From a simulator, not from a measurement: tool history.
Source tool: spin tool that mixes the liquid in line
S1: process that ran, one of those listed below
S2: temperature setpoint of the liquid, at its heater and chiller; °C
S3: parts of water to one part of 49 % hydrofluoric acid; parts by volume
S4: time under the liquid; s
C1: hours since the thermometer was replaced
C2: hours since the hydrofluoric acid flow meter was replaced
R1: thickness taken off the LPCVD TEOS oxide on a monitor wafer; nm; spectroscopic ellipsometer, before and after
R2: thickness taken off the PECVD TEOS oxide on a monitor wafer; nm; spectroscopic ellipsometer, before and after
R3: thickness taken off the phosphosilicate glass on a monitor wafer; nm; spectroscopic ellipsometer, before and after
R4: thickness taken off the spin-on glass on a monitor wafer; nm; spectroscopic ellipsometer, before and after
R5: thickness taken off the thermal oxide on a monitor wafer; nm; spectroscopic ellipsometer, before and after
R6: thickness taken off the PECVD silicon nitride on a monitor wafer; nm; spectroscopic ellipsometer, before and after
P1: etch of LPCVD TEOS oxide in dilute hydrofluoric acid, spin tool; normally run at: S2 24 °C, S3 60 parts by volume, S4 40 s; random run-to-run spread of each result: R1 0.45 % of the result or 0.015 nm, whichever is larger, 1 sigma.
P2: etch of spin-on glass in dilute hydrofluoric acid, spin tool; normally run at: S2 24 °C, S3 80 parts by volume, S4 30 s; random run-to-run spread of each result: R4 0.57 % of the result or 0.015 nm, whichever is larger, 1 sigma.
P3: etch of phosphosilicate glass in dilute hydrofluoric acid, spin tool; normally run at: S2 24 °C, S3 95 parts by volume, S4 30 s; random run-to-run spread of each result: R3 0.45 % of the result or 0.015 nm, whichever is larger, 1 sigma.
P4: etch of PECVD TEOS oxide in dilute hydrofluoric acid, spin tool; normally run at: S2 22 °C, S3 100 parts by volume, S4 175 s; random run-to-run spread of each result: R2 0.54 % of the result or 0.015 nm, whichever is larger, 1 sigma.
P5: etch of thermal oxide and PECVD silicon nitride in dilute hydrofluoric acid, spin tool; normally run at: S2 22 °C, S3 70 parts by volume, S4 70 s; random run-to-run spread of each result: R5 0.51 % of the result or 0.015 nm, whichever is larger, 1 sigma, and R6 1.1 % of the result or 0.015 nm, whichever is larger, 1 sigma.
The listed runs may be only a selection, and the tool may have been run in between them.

run     day  S1    S2   S3   S4      C1      C2      R1      R2      R3      R4       R5       R6
  1   0.446  P1    24   60   40  1474.3   854.7  11.774
  2     0.9  P4    22  100  175  1485.2   865.6           37.12
  3   1.458  P1    24   35   40  1498.6     879  20.873
  4   1.938  P1  30.5   60   40  1510.1   890.5  15.395
  5   2.392  P3    24   95   30    1521   901.4                  38.748
  6   2.821  P2  31.5   80   30  1531.3   911.7                          16.927
  7   3.412  P4    17  100  175  1545.5   925.9          30.338
  8   4.129  P5    22   70   70  1562.7   943.1                                   4.3198   2.1315
  9   4.517  P2    24   80   30    1572   952.4                          12.595
 10   5.138  P3    24  175   30  1586.9   967.3                  19.161
 11   5.542  P1    24   80   40  1596.6     977   8.629
 12   5.992  P1    24   60   40  1607.4   987.8   11.83
 13   6.604  P4    22  165  175  1622.1  1002.5          21.187
 14   7.054  P3  28.5   95   30  1632.9  1013.3                  46.373
 15   7.421  P4    22  100  175  1641.7  1022.1          36.811
 16   7.758  P5    22   70   15  1649.8  1030.2                                  0.92761  0.44611
 17   8.204  P3    24   95   55  1660.5  1040.9                  71.034
 18   8.862  P5    22  105   70  1676.3  1056.7                                   2.7583   1.3739
 19   9.325  P3    24   95   30  1687.4  1067.8                  38.445
 20   9.662  P5    22   70   70  1695.5  1075.9                                   4.3125   2.1391
 21  10.042  P1    24   60   40  1704.6    1085   11.94
 22  10.512  P1    24   60   40  1715.9  1096.3  11.836
 23   11.05  P1    24   60   15  1728.8  1109.2  4.4691
 24  11.521  P4    22  100  285  1740.1  1120.5          60.555
 25  12.075  P1    24   60   40  1753.4  1133.8   11.79
 26  12.692  P2    24   80   60  1768.2  1148.6                          25.281
 27  13.071  P1  19.5   60   40  1777.3  1157.7    9.77
 28  13.725  P1    24   60   75    1793  1173.4  22.131
 29  14.171  P1  27.5   90   40  1803.7  1184.1  8.6887
 30  14.504  P2    24   80   30  1811.7  1192.1                          12.482
 31  15.133  P1    24   60   40  1826.8  1207.2  11.828
 32  15.704  P5  29.5   70   70  1840.5  1220.9                                   5.9112   3.5077
 33  16.296  P2    24  140   30  1854.7  1235.1                           6.654
 34  16.938  P1    24   60   40  1870.1  1250.5  11.807
 35  17.358  P1    24   60   40  1880.2  1260.6  11.502
 36  17.742  P1    24   60   40  1889.4  1269.8   11.28
 37  18.262  P1    24   60   40  1901.9  1282.3  11.192
 38  18.888  P1    24   60   40  1916.9  1297.3  11.112
 39  19.467  P1    24   60   40  1930.8  1311.2  11.015
 40  20.162  P1    24   60   40  1947.5  1327.9   10.86
 41  20.762  P1    24   60   40  1961.9  1342.3  10.817
 42  21.492  P1    24   60   40  1979.4  1359.8  10.871
 43  22.017  P1    24   60   40    1992  1372.4  10.887

Compared with where it was, what P1 gives has crept away. Each cause listed below fits the log as well as the rest, at the size given for it:
A: liquid colder than its thermometer reads (K) = 2.02
B: hydrofluoric acid flow below the setpoint (%) = 7.37
The gradual shift began around day 16.938.

Which of the 4 check runs listed below, each an average over 3 wafers with its results shown as question marks, gives clearly different results under the different listed causes?
check 1  22.542  P5  22   70   70                           ?   ?
check 2  22.542  P3  24   95   30                   ?
check 3  22.542  P4  22  100  175               ?
check 4  22.542  P2  24   80   30                       ?

Expected result of each check under each candidate cause:
  check  result    if A    if B
check 1      R5    3.97  3.9723
check 1      R6  1.8595  1.9807
check 2      R3  35.695  35.524
check 3      R2  34.163  34.039
check 4      R4  11.588  11.557
How far apart the two closest causes lie, in the result that separates them most: check 1 6.31 %; check 2 0.48 %; check 3 0.36 %; check 4 0.27 %
Check 1 tells the causes apart: in the others they would give nearly the same result.

Here is what check 1 returned: R5 3.9802 nm; R6 1.9773 nm. Which cause is it?

Of the candidate causes, it is B: hydrofluoric acid flow below the setpoint (%).

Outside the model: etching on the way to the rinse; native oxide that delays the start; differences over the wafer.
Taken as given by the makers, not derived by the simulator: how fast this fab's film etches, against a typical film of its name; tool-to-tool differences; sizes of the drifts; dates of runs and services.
